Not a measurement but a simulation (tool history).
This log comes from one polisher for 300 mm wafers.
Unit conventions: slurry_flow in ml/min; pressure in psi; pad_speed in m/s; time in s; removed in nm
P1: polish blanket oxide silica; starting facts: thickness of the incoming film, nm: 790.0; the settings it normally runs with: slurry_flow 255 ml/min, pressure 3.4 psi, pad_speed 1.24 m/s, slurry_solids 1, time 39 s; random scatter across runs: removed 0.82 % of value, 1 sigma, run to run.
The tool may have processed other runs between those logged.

run	day	slurry_flow	pressure	pad_speed	slurry_solids	time	wafers polished on this pad	hours since the slurry nozzle was cleaned	hours since the head pressure was calibrated	hours since the slurry blender was calibrated	hours since the conditioning disc was replaced	removed
1	0.283	255	3.4	1.24	1	39	185	292.2	788	168.4	92	90.285
2	0.488	255	3.4	1.92	1	39	242	297.1	792.9	173.3	96.9	129.28
3	0.746	255	2.1	1.24	1	39	313	303.3	799.1	179.5	103.1	55.933
4	1.1	255	4.9	1.24	0.55	39	412	311.8	807.6	188	111.6	96.217
5	1.338	255	5.2	1.24	1	39	478	317.5	813.3	193.7	117.3	139.35
6	1.646	255	3.4	1.24	1	39	563	324.9	820.7	201.1	124.7	89.538
7	2.042	170	3.4	1.24	1	39	673	334.4	830.2	210.6	134.2	86.807
8	2.292	255	3.4	1.24	1	39	743	340.4	836.2	216.6	140.2	90.179
9	2.642	255	4.9	1.24	1	27	840	348.8	844.6	225	148.6	91.825
10	2.896	255	3.4	1.24	1.5	39	911	354.9	850.7	231.1	154.7	107.38
11	3.158	255	3.4	1.24	0.5	39	984	361.2	857	237.4	161	61.559
# day 3.342: head pressure recalibrated
12	3.6	355	3.4	1.24	1	39	1106	371.8	6.3	248	171.6	93.367
13	3.9	255	3.4	0.56	1	39	1190	379	13.5	255.2	178.8	47.457
14	4.288	255	3.4	1.84	1.25	39	1297	388.3	22.8	264.5	188.1	137.44
15	4.488	255	3.4	1.24	1	18	1353	393.1	27.6	269.3	192.9	41.849

For run 16, what comes out?
# day 4.683: slurry blender recalibrated
16	4.929	255	3.4	1.24	1	39	1475	403.7	38.2	5.9	203.5	?

Run 16 yielded removed 91.464 nm.

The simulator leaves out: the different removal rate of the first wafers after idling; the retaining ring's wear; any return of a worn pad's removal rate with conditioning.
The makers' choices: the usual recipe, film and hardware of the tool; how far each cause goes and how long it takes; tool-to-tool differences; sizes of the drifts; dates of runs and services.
